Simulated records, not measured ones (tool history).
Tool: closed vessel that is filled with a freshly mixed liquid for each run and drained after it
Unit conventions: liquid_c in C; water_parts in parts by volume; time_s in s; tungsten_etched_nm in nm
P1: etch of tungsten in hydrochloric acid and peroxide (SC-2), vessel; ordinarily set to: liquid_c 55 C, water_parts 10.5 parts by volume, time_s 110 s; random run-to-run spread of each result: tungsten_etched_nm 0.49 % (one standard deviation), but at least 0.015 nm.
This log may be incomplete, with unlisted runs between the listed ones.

run	hour	liquid_c	water_parts	time_s	hours since the thermometer was replaced	hours since the chemicals flow meter was replaced	hours since the drum of peroxide was connected	tungsten_etched_nm
1	9.2	55	10.5	110	969.6	87	255.2	50.476
2	22.1	55	10.5	110	982.5	99.9	268.1	50.194
3	33.6	55	6	55	994	111.4	279.6	39.44
4	43.3	41	4	110	1003.7	121.1	289.3	40.468
5	52.5	55	10.5	110	1012.9	130.3	298.5	50.483
6	61.8	55	10.5	110	1022.2	139.6	307.8	50.156
7	76.1	55	10.5	215	1036.5	153.9	322.1	98.298
8	86.9	55	16	30	1047.3	164.7	332.9	9.5156
9	96.7	55	10.5	110	1057.1	174.5	342.7	50.533
10	103.2	55	10.5	35	1063.6	181	349.2	16.166
11	117.1	68	10.5	110	1077.5	194.9	363.1	113.29
12	125.1	55	4	110	1085.5	202.9	371.1	105.52
13	137.5	55	14.5	110	1097.9	215.3	383.5	38.657
14	146.2	41.5	10.5	110	1106.6	224	392.2	20.17
15	156.7	55	10.5	110	1117.1	234.5	402.7	50.537
16	164.4	55	10.5	110	1124.8	242.2	410.4	51.638
17	171.5	55	10.5	110	1131.9	249.3	417.5	52.624
18	185.4	55	10.5	110	1145.8	263.2	431.4	54.12
19	195	55	10.5	110	1155.4	272.8	441	54.499
20	208.7	55	10.5	110	1169.1	286.5	454.7	54.906
21	221.3	55	10.5	110	1181.7	299.1	467.3	54.796
22	235.3	55	10.5	110	1195.7	313.1	481.3	55.173

Something has made what P1 gives creep away from where it was; the 2 causes below, each at its own stated size, fit the log equally well:
A: liquid hotter than its thermometer reads (K) = 1.34
B: chemicals flow above the setpoint (%) = 10.9
Onset of the creep was near hour 156.7.
Every other cause this tool's parts could produce, and why it does not fit the log:
peroxide weaker than its label (%): capped at 8; at that size tungsten_etched_nm would change by -7.4 %, too little to explain the creep or opposite to it

Which of the check runs below tells the causes apart, meaning the causes would give it clearly different results? Each run uses 3 wafers whose results are averaged, and each result is shown as a question mark.
check 1	249.3	45	4.5	110				?
check 2	249.3	55	10.5	195				?
check 3	249.3	55	7.5	55				?
check 4	249.3	45.5	10.5	110				?

Predicted outcomes, by check and by cause:
check	result	if A	if B
check 1	tungsten_etched_nm	54.574	53.42
check 2	tungsten_etched_nm	97.472	97.46
check 3	tungsten_etched_nm	36.174	35.974
check 4	tungsten_etched_nm	29.361	29.205
Minimum pairwise separation of causes per check, each pair taken at its best-separating result: check 1 2.14 %; check 2 0.01 %; check 3 0.55 %; check 4 0.53 %
The causes can be told apart only by check 1. The other checks would give nearly the same results under each of them.

The results of check 1 are: tungsten_etched_nm 54.623 nm. Based on these, which of the listed causes is it?

It was cause A: liquid hotter than its thermometer reads (K).
